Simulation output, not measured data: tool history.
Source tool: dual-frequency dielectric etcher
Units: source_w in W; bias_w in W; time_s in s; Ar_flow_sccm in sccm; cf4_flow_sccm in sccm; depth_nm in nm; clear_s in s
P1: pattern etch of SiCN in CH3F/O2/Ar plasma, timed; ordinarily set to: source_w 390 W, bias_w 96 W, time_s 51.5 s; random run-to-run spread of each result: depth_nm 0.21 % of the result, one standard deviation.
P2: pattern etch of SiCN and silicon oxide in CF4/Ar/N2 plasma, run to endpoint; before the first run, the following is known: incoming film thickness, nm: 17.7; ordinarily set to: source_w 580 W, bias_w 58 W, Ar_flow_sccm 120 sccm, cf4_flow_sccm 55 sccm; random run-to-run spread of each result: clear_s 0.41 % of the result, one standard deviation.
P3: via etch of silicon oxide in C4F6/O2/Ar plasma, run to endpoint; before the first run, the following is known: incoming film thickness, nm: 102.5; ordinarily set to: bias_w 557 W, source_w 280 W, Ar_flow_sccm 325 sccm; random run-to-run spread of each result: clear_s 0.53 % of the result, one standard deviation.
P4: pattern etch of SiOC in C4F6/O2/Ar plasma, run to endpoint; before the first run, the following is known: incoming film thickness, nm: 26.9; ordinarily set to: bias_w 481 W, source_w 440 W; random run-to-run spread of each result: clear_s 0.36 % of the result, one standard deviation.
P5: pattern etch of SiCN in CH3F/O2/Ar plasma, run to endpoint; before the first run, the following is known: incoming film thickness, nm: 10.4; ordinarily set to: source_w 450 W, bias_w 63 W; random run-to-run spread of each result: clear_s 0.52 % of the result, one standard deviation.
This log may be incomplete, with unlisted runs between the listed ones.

run 1 hour=5.2 | process=P1 source_w=390 bias_w=96 time_s=51.5 | depth_nm=21.401
run 2 hour=10.3 | process=P1 source_w=390 bias_w=59 time_s=51.5 | depth_nm=17.890
run 3 hour=14.5 | process=P1 source_w=390 bias_w=96 time_s=32.0 | depth_nm=13.230
run 4 hour=18.5 | process=P2 source_w=580 bias_w=58 Ar_flow_sccm=120 cf4_flow_sccm=55 | clear_s=19.1570
run 5 hour=22.6 | process=P3 source_w=280 bias_w=442 Ar_flow_sccm=325 | clear_s=27.2240
run 6 hour=28.1 | process=P1 source_w=290 bias_w=96 time_s=51.5 | depth_nm=19.070
run 7 hour=32.0 | process=P4 source_w=340 bias_w=481 | clear_s=9.4454
run 8 hour=36.3 | process=P4 source_w=440 bias_w=290 | clear_s=10.2250
run 9 hour=39.8 | process=P1 source_w=390 bias_w=96 time_s=72.5 | depth_nm=30.040
run 10 hour=43.7 | process=P1 source_w=390 bias_w=129 time_s=51.5 | depth_nm=23.832
run 11 hour=48.7 | process=P2 source_w=480 bias_w=58 Ar_flow_sccm=120 cf4_flow_sccm=55 | clear_s=22.5660
run 12 hour=53.2 | process=P3 source_w=280 bias_w=557 Ar_flow_sccm=325 | clear_s=24.9040
run 13 hour=58.4 | process=P1 source_w=520 bias_w=96 time_s=51.5 | depth_nm=23.687
run 14 hour=63.6 | process=P5 source_w=450 bias_w=63 | clear_s=28.3220
run 15 hour=68.7 | process=P1 source_w=390 bias_w=96 time_s=51.5 | depth_nm=21.371
-- hour=72.4 wet clean of the chamber
run 16 hour=73.4 | process=P1 source_w=510 bias_w=58 time_s=51.5 | depth_nm=19.738
run 17 hour=76.1 | process=P3 source_w=280 bias_w=557 Ar_flow_sccm=236 | clear_s=24.1970
run 18 hour=80.1 | process=P3 source_w=170 bias_w=557 Ar_flow_sccm=325 | clear_s=30.1490
run 19 hour=83.1 | process=P4 source_w=440 bias_w=481 | clear_s=8.5551
run 20 hour=86.4 | process=P2 source_w=580 bias_w=58 Ar_flow_sccm=98 cf4_flow_sccm=55 | clear_s=18.3940
run 21 hour=89.1 | process=P4 source_w=440 bias_w=481 | clear_s=8.5904
run 22 hour=93.4 | process=P1 source_w=390 bias_w=96 time_s=51.5 | depth_nm=21.279
run 23 hour=98.8 | process=P2 source_w=580 bias_w=58 Ar_flow_sccm=120 cf4_flow_sccm=36 | clear_s=20.8250
run 24 hour=104.4 | process=P2 source_w=580 bias_w=78 Ar_flow_sccm=120 cf4_flow_sccm=55 | clear_s=17.3050
run 25 hour=109.9 | process=P5 source_w=450 bias_w=46 | clear_s=31.5520
run 26 hour=113.8 | process=P3 source_w=280 bias_w=557 Ar_flow_sccm=325 | clear_s=25.0310
run 27 hour=117.3 | process=P5 source_w=600 bias_w=63 | clear_s=25.5800
run 28 hour=120.6 | process=P2 source_w=580 bias_w=58 Ar_flow_sccm=120 cf4_flow_sccm=55 | clear_s=19.2340
run 29 hour=125.9 | process=P1 source_w=390 bias_w=96 time_s=51.5 | depth_nm=21.328
run 30 hour=129.4 | process=P1 source_w=390 bias_w=96 time_s=51.5 | depth_nm=21.410
run 31 hour=132.5 | process=P1 source_w=390 bias_w=96 time_s=51.5 | depth_nm=21.328
run 32 hour=136.1 | process=P1 source_w=390 bias_w=96 time_s=51.5 | depth_nm=21.503
run 33 hour=140.0 | process=P1 source_w=390 bias_w=96 time_s=51.5 | depth_nm=21.517
run 34 hour=144.5 | process=P1 source_w=390 bias_w=96 time_s=51.5 | depth_nm=21.629
-- hour=144.9 wet clean of the chamber
run 35 hour=148.3 | process=P1 source_w=390 bias_w=96 time_s=51.5 | depth_nm=21.669
run 36 hour=152.1 | process=P1 source_w=390 bias_w=96 time_s=51.5 | depth_nm=21.605
run 37 hour=157.0 | process=P1 source_w=390 bias_w=96 time_s=51.5 | depth_nm=21.681
run 38 hour=160.7 | process=P1 source_w=390 bias_w=96 time_s=51.5 | depth_nm=21.667
run 39 hour=165.2 | process=P1 source_w=390 bias_w=96 time_s=51.5 | depth_nm=21.688

What P1 gives has crept off from where it sat before. The 2 causes that follow fit the log equally well, each at the size noted:
A: bias power that arrives over what is set, % = 4.43
B: source power that arrives over what is set, % = 4.52
The process output started creeping at around hour 129.4.
What rules out each remaining cause:
chamber walls in a state that raises the etch rate, %: maintenance at hour 144.9, after the shift began, did not return the process to its former output

The list below offers 4 check runs, each averaging the results of 2 wafers, and shows each result as a question mark. For which of them would the listed causes give clearly different results?
run check 1 hour=169.7 | process=P4 source_w=440 bias_w=481 | clear_s=?
run check 2 hour=169.7 | process=P3 source_w=280 bias_w=557 Ar_flow_sccm=325 | clear_s=?
run check 3 hour=169.7 | process=P5 source_w=450 bias_w=63 | clear_s=?
run check 4 hour=169.7 | process=P2 source_w=580 bias_w=58 Ar_flow_sccm=120 cf4_flow_sccm=55 | clear_s=?

If the cause were each of the candidates in turn, the checks would give the following:
check=check_1 result=clear_s if_A=8.4432 if_B=8.4406
check=check_2 result=clear_s if_A=24.6630 if_B=24.6780
check=check_3 result=clear_s if_A=28.0620 if_B=28.0050
check=check_4 result=clear_s if_A=18.9220 if_B=18.4690
How far apart the two closest causes lie, in the result that separates them most: check 1 0.03 %; check 2 0.06 %; check 3 0.2 %; check 4 2.43 %
The causes can be told apart only by check 4. The other checks would give nearly the same results under each of them.

With check 4 done, the readings were: clear_s 18.9040 s. Identify which of the listed causes applies.

It is A: bias power that arrives over what is set, %.
